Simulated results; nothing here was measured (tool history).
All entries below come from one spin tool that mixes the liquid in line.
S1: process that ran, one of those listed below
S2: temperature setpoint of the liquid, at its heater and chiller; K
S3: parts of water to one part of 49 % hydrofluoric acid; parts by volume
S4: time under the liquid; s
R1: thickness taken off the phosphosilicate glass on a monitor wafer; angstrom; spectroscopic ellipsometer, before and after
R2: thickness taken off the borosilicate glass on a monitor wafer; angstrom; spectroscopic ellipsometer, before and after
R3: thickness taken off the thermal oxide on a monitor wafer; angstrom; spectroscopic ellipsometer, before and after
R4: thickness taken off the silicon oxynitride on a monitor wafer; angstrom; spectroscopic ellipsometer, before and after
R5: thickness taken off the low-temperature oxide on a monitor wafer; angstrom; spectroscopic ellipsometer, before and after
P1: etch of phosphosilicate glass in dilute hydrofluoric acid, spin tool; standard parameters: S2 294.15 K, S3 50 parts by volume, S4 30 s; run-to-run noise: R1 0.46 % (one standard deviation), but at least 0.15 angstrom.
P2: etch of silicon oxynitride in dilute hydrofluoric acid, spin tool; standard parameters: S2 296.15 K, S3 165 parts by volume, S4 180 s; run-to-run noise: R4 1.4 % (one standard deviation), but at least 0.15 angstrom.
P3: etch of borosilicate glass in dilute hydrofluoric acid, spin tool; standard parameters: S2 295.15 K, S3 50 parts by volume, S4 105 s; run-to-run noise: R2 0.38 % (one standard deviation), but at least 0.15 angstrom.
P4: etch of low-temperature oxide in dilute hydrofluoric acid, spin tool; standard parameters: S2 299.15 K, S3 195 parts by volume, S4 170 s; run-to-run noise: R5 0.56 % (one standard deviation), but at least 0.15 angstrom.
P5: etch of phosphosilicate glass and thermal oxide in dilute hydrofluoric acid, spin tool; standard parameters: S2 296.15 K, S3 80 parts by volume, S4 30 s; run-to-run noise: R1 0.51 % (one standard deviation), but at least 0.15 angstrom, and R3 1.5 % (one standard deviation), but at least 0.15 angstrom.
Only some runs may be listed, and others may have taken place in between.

run	hour	S1	S2	S3	S4	R1	R2	R3	R4	R5
1	6.9	P1	294.15	50	30	497.14				
2	15.4	P1	290.15	50	30	416.61				
3	20.8	P3	295.15	25	105		844.26			
4	26.4	P5	304.15	80	30	394.34		23.243		
5	37.6	P2	296.15	225	180				13.615	
6	47.6	P4	299.15	195	35					33.548
7	56.8	P2	296.15	165	180				19.718	
8	62.4	P3	295.15	50	15		58.697			
9	69.2	P1	294.15	50	55	918.98				
10	77.9	P1	299.65	50	30	624.68				
11	85.5	P1	294.15	50	15	249.95				
12	91	P4	299.15	195	170					161.34
13	101.8	P1	290.15	50	15	210.16				
14	112.2	P3	295.15	50	105		410.99			
15	121.9	P1	294.15	20	30	1289.2				
16	133.4	P1	298.15	50	15	292.97				
17	139	P5	296.15	80	15	145.37		8.4918		
18	147.6	P1	294.15	50	30	498.21				
19	158.8	P4	299.15	350	170					77.112
20	170.9	P1	294.15	50	30	493.43				
21	180	P5	296.15	80	30	290.13		17.12		
22	190.1	P3	302.65	50	105		553.57			
23	198.7	P5	296.15	20	30	1253.6		75.638		
24	205.9	P1	294.15	50	30	499.11				
25	214.4	P2	296.15	165	340				37.007	
26	220.2	P2	290.15	165	180				14.482	
27	230.8	P4	303.15	195	170					187.7
28	236.6	P1	294.15	75	30	323.43				
29	242	P1	294.15	50	30	500.01				
30	254.3	P1	294.15	50	30	481.44				
31	266.2	P1	294.15	50	30	468.81				
32	272.8	P1	294.15	50	30	468.84				
33	281.2	P1	294.15	50	30	468.9				
34	287.2	P1	294.15	50	30	468.51				
35	292.8	P1	294.15	50	30	464				
36	301.7	P1	294.15	50	30	464.47				
37	313.9	P1	294.15	50	30	461.38				

What P1 gives has crept away from where it was. These 2 causes fit the log equally well, each at the size given:
A: liquid colder than its thermometer reads (K) = 1.67
B: hydrofluoric acid flow below the setpoint (%) = 6.43
The drift started at roughly hour 242.

Which of the 4 check runs listed below, each an average over 5 wafers with its results shown as question marks, gives clearly different results under the different listed causes?
check 1	326.1	P2	290.15	165	325				?	
check 2	326.1	P3	299.15	50	50		?			
check 3	326.1	P5	296.15	40	15	?		?		
check 4	326.1	P4	299.15	305	45					?

What every check run would give for each of its results, assuming each possible cause in turn:
check	result	if A	if B
check 1	R4	24.227	24.436
check 2	R2	214.92	214.23
check 3	R1	283.45	283.51
check 3	R3	16.946	16.949
check 4	R5	23.137	22.443
Separation of the two closest causes in each check, using whichever result separates them best: check 1 0.86 %; check 2 0.32 %; check 3 0.02 %; check 4 3.04 %
Only check 4 tells the causes apart: in the others they would give nearly the same result.

Running check 4 produced the following: R5 23.005 angstrom. Which one of the listed causes fits?

It is A: liquid colder than its thermometer reads (K).
